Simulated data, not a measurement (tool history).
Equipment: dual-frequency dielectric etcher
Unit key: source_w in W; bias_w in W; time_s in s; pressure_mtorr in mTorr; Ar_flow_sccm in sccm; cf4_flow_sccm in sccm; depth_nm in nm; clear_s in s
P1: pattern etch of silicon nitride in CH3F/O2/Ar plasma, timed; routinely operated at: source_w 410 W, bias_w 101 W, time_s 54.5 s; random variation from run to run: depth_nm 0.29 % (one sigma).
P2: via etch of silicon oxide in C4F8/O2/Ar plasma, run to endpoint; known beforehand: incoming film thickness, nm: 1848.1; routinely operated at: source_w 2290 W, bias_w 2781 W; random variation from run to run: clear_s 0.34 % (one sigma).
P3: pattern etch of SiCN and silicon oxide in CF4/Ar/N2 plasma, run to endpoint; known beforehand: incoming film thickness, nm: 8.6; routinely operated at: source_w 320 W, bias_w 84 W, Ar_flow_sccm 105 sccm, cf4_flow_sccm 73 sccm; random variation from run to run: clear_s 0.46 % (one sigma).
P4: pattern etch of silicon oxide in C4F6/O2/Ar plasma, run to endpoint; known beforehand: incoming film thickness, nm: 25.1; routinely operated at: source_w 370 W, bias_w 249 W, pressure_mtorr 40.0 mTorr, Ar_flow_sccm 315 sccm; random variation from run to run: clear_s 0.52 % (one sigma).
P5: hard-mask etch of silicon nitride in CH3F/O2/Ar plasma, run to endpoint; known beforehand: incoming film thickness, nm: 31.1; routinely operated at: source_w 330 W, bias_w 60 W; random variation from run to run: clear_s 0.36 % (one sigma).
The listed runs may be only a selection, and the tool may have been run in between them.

run,hour,process,source_w,bias_w,time_s,pressure_mtorr,Ar_flow_sccm,cf4_flow_sccm,hours since the last wet clean,hours since the last source power generator calibration,hours since the last bias power generator calibration,depth_nm,clear_s
1,10.6,P1,410,101,54.5,,,,351.4,3197.2,2520.2,43.789,
2,19.2,P1,410,101,54.5,,,,360.0,3205.8,2528.8,43.191,
3,34.6,P1,270,101,54.5,,,,375.4,3221.2,2544.2,37.276,
4,47.5,P1,410,101,54.5,,,,388.3,3234.1,2557.1,43.243,
5,59.9,P1,410,101,54.5,,,,400.7,3246.5,2569.5,43.603,
6,75.7,P2,2290,2781,,,,,416.5,3262.3,2585.3,,318.9400
7,89.6,P2,2290,3853,,,,,430.4,3276.2,2599.2,,286.8400
8,102.6,P4,370,249,,31.5,315,,443.4,3289.2,2612.2,,7.2989
9,112.1,P3,320,84,,,105,73,452.9,3298.7,2621.7,,12.4910
10,127.3,P5,330,48,,,,,468.1,3313.9,2636.9,,55.6480
11,141.2,P3,320,84,,,105,73,482.0,3327.8,2650.8,,12.5240
12,150.7,P3,210,84,,,105,73,491.5,3337.3,2660.3,,18.2060
13,167.7,P1,410,101,54.5,,,,508.5,3354.3,2677.3,43.564,
14,180.0,P1,410,101,39.0,,,,520.8,3366.6,2689.6,31.055,
15,192.7,P3,320,55,,,105,73,533.5,3379.3,2702.3,,14.3940
16,203.8,P2,2290,2781,,,,,544.6,3390.4,2713.4,,318.3900
17,220.0,P1,410,134,54.5,,,,560.8,3406.6,2729.6,48.345,
18,235.2,P3,320,84,,,76,73,576.0,3421.8,2744.8,,12.0310
19,245.3,P4,370,190,,40.0,315,,586.1,3431.9,2754.9,,8.3020
20,253.0,P3,320,84,,,105,98,593.8,3439.6,2762.6,,12.1040
21,262.7,P1,410,101,54.5,,,,603.5,3449.3,2772.3,43.657,
22,271.1,P1,410,139,75.5,,,,611.9,3457.7,2780.7,67.682,
23,283.9,P1,410,101,54.5,,,,624.7,3470.5,2793.5,43.613,
24,300.0,P5,250,60,,,,,640.8,3486.6,2809.6,,57.2270
25,316.8,P4,370,249,,40.0,315,,657.6,3503.4,2826.4,,7.5232
# hour 320.9: source power generator calibrated
26,332.6,P4,370,249,,40.0,201,,673.4,11.8,2842.2,,7.1764
27,348.7,P5,330,60,,,,,689.5,27.9,2858.3,,51.7920
28,357.6,P1,410,74,54.5,,,,698.4,36.8,2867.2,38.957,
29,366.0,P4,460,249,,40.0,315,,706.8,45.2,2875.6,,6.9627
30,381.9,P2,3220,2781,,,,,722.7,61.1,2891.5,,277.4300
31,395.7,P1,490,101,54.5,,,,736.5,74.9,2905.3,46.641,
32,407.9,P1,410,101,73.0,,,,748.7,87.1,2917.5,58.601,
33,416.5,P1,410,101,54.5,,,,757.3,95.7,2926.1,43.591,
34,425.2,P1,410,101,54.5,,,,766.0,104.4,2934.8,43.688,
35,437.2,P1,410,101,54.5,,,,778.0,116.4,2946.8,43.977,
36,448.5,P1,410,101,54.5,,,,789.3,127.7,2958.1,43.773,
37,462.4,P1,410,101,54.5,,,,803.2,141.6,2972.0,44.267,
38,470.8,P1,410,101,54.5,,,,811.6,150.0,2980.4,43.867,
# hour 475.3: wet clean of the chamber
39,486.2,P1,410,101,54.5,,,,11.0,165.4,2995.8,44.134,
40,498.8,P1,410,101,54.5,,,,23.6,178.0,3008.4,43.960,
41,513.1,P1,410,101,54.5,,,,37.9,192.3,3022.7,44.092,

What P1 gives has crept off from where it sat before. The 2 causes that follow fit the log equally well, each at the size noted:
A: bias power that arrives over what is set, % = 4.02
B: source power that arrives over what is set, % = 3.98
The drift started at roughly hour 416.5.
Each remaining cause and why it is not a fit:
chamber walls in a state that raises the etch rate, %: its service at hour 475.3 followed the start of the drift and did not put the process back to its old value

The list below offers 4 check runs, each averaging the results of 3 wafers, and shows each result as a question mark. For which of them would the listed causes give clearly different results?
check 1,527.4,P4,370,249,,40.0,267,,,,,,?
check 2,527.4,P3,320,57,,,105,73,,,,,?
check 3,527.4,P5,330,51,,,,,,,,,?
check 4,527.4,P2,3180,3846,,,,,,,,,?

Predicted outcomes, by check and by cause:
check,result,if A,if B
check 1,clear_s,7.3065,7.2956
check 2,clear_s,14.1130,13.8130
check 3,clear_s,53.7890,53.6590
check 4,clear_s,249.6300,248.9700
Distance between the nearest two causes, measured in the result of the check that separates them most: check 1 0.15 %; check 2 2.15 %; check 3 0.24 %; check 4 0.27 %
Only in check 2 would the causes give clearly different results; in the remaining checks their results would be nearly the same.

Then check 2 was run and gave: clear_s 13.8510 s. Which cause is it?

It was cause B: source power that arrives over what is set, %.
